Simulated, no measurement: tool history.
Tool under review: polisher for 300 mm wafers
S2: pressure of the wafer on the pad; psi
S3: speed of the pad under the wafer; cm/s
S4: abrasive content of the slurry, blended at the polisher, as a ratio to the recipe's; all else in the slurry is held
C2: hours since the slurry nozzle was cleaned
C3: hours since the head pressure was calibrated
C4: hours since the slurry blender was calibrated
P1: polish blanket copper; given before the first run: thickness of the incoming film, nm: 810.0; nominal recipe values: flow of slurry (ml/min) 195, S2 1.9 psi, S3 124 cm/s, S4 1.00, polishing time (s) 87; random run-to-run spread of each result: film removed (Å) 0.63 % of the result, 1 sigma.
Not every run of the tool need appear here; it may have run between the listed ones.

Run 1, hour 3.7: flow of slurry (ml/min) 195, S2 1.9 psi, S3 124 cm/s, S4 1.00, polishing time (s) 87; wafers polished on this pad 386; C2 662.4; C3 84.5; C4 46.9. Result: film removed (Å) 1830.70.
Run 2, hour 7.4: flow of slurry (ml/min) 195, S2 1.1 psi, S3 124 cm/s, S4 1.40, polishing time (s) 87; wafers polished on this pad 425; C2 666.1; C3 88.2; C4 50.6. Result: film removed (Å) 1137.40.
Run 3, hour 12.4: flow of slurry (ml/min) 285, S2 1.9 psi, S3 86 cm/s, S4 1.00, polishing time (s) 87; wafers polished on this pad 478; C2 671.1; C3 93.2; C4 55.6. Result: film removed (Å) 1326.10.
Run 4, hour 15.2: flow of slurry (ml/min) 195, S2 1.9 psi, S3 124 cm/s, S4 0.75, polishing time (s) 87; wafers polished on this pad 508; C2 673.9; C3 96.0; C4 58.4. Result: film removed (Å) 1721.90.
Run 5, hour 18.3: flow of slurry (ml/min) 195, S2 1.9 psi, S3 60 cm/s, S4 0.80, polishing time (s) 87; wafers polished on this pad 541; C2 677.0; C3 99.1; C4 61.5. Result: film removed (Å) 845.14.
Run 6, hour 23.0: flow of slurry (ml/min) 195, S2 1.1 psi, S3 124 cm/s, S4 1.00, polishing time (s) 87; wafers polished on this pad 592; C2 681.7; C3 103.8; C4 66.2. Result: film removed (Å) 1068.40.
Run 7, hour 27.9: flow of slurry (ml/min) 195, S2 1.9 psi, S3 184 cm/s, S4 1.00, polishing time (s) 87; wafers polished on this pad 644; C2 686.6; C3 108.7; C4 71.1. Result: film removed (Å) 2735.00.
Run 8, hour 30.6: flow of slurry (ml/min) 195, S2 1.9 psi, S3 124 cm/s, S4 1.00, polishing time (s) 87; wafers polished on this pad 673; C2 689.3; C3 111.4; C4 73.8. Result: film removed (Å) 1825.00.
Run 9, hour 33.6: flow of slurry (ml/min) 195, S2 1.9 psi, S3 124 cm/s, S4 1.00, polishing time (s) 87; wafers polished on this pad 705; C2 692.3; C3 114.4; C4 76.8. Result: film removed (Å) 1840.00.
Run 10, hour 35.9: flow of slurry (ml/min) 270, S2 1.9 psi, S3 124 cm/s, S4 1.00, polishing time (s) 87; wafers polished on this pad 729; C2 694.6; C3 116.7; C4 79.1. Result: film removed (Å) 1918.50.
Run 11, hour 38.4: flow of slurry (ml/min) 195, S2 1.9 psi, S3 56 cm/s, S4 1.00, polishing time (s) 87; wafers polished on this pad 756; C2 697.1; C3 119.2; C4 81.6. Result: film removed (Å) 837.45.
Run 12, hour 41.3: flow of slurry (ml/min) 195, S2 1.9 psi, S3 124 cm/s, S4 1.00, polishing time (s) 135; wafers polished on this pad 787; C2 700.0; C3 122.1; C4 84.5. Result: film removed (Å) 2900.10.
Run 13, hour 45.0: flow of slurry (ml/min) 195, S2 1.9 psi, S3 124 cm/s, S4 1.40, polishing time (s) 87; wafers polished on this pad 827; C2 703.7; C3 125.8; C4 88.2. Result: film removed (Å) 1978.70.
Run 14, hour 48.0: flow of slurry (ml/min) 115, S2 1.9 psi, S3 124 cm/s, S4 1.00, polishing time (s) 87; wafers polished on this pad 859; C2 706.7; C3 128.8; C4 91.2. Result: film removed (Å) 1677.90.
Run 15, hour 50.4: flow of slurry (ml/min) 195, S2 1.9 psi, S3 124 cm/s, S4 1.00, polishing time (s) 87; wafers polished on this pad 884; C2 709.1; C3 131.2; C4 93.6. Result: film removed (Å) 1841.30.
Run 16, hour 55.3: flow of slurry (ml/min) 195, S2 1.9 psi, S3 124 cm/s, S4 1.00, polishing time (s) 39; wafers polished on this pad 937; C2 714.0; C3 136.1; C4 98.5. Result: film removed (Å) 823.55.
Run 17, hour 58.9: flow of slurry (ml/min) 195, S2 1.9 psi, S3 124 cm/s, S4 1.00, polishing time (s) 87; wafers polished on this pad 975; C2 717.6; C3 139.7; C4 102.1. Result: film removed (Å) 1846.20.
Run 18, hour 61.9: flow of slurry (ml/min) 195, S2 1.9 psi, S3 124 cm/s, S4 1.00, polishing time (s) 87; wafers polished on this pad 1007; C2 720.6; C3 142.7; C4 105.1. Result: film removed (Å) 1845.00.
Run 19, hour 66.1: flow of slurry (ml/min) 195, S2 3.0 psi, S3 124 cm/s, S4 1.00, polishing time (s) 87; wafers polished on this pad 1052; C2 724.8; C3 146.9; C4 109.3. Result: film removed (Å) 2865.10.
Run 20, hour 69.7: flow of slurry (ml/min) 195, S2 1.9 psi, S3 124 cm/s, S4 1.00, polishing time (s) 87; wafers polished on this pad 1090; C2 728.4; C3 150.5; C4 112.9. Result: film removed (Å) 1838.10.
Run 21, hour 73.1: flow of slurry (ml/min) 195, S2 1.9 psi, S3 124 cm/s, S4 1.00, polishing time (s) 87; wafers polished on this pad 1127; C2 731.8; C3 153.9; C4 116.3. Result: film removed (Å) 1810.20.
Run 22, hour 77.8: flow of slurry (ml/min) 195, S2 1.9 psi, S3 124 cm/s, S4 1.00, polishing time (s) 87; wafers polished on this pad 1177; C2 736.5; C3 158.6; C4 121.0. Result: film removed (Å) 1778.70.
Run 23, hour 82.5: flow of slurry (ml/min) 195, S2 1.9 psi, S3 124 cm/s, S4 1.00, polishing time (s) 87; wafers polished on this pad 1227; C2 741.2; C3 163.3; C4 125.7. Result: film removed (Å) 1748.30.
Run 24, hour 86.1: flow of slurry (ml/min) 195, S2 1.9 psi, S3 124 cm/s, S4 1.00, polishing time (s) 87; wafers polished on this pad 1266; C2 744.8; C3 166.9; C4 129.3. Result: film removed (Å) 1749.50.
Run 25, hour 90.4: flow of slurry (ml/min) 195, S2 1.9 psi, S3 124 cm/s, S4 1.00, polishing time (s) 87; wafers polished on this pad 1312; C2 749.1; C3 171.2; C4 133.6. Result: film removed (Å) 1749.50.
At hour 94.6: head pressure recalibrated.
At hour 94.7: worn pad replaced by a new one.
Run 26, hour 94.9: flow of slurry (ml/min) 195, S2 1.9 psi, S3 124 cm/s, S4 1.00, polishing time (s) 87; wafers polished on this pad 3; C2 753.6; C3 0.4; C4 138.1. Result: film removed (Å) 1744.90.
Run 27, hour 98.3: flow of slurry (ml/min) 195, S2 1.9 psi, S3 124 cm/s, S4 1.00, polishing time (s) 87; wafers polished on this pad 39; C2 757.0; C3 3.8; C4 141.5. Result: film removed (Å) 1736.60.

The next listed run, before its measurement:
Run 28, hour 101.3: flow of slurry (ml/min) 195, S2 1.9 psi, S3 124 cm/s, S4 1.00, polishing time (s) 87; wafers polished on this pad 71; C2 760.0; C3 6.8; C4 144.5. Result: film removed (Å) ?.

For run 28 the tool returned film removed (Å) 1737.00.
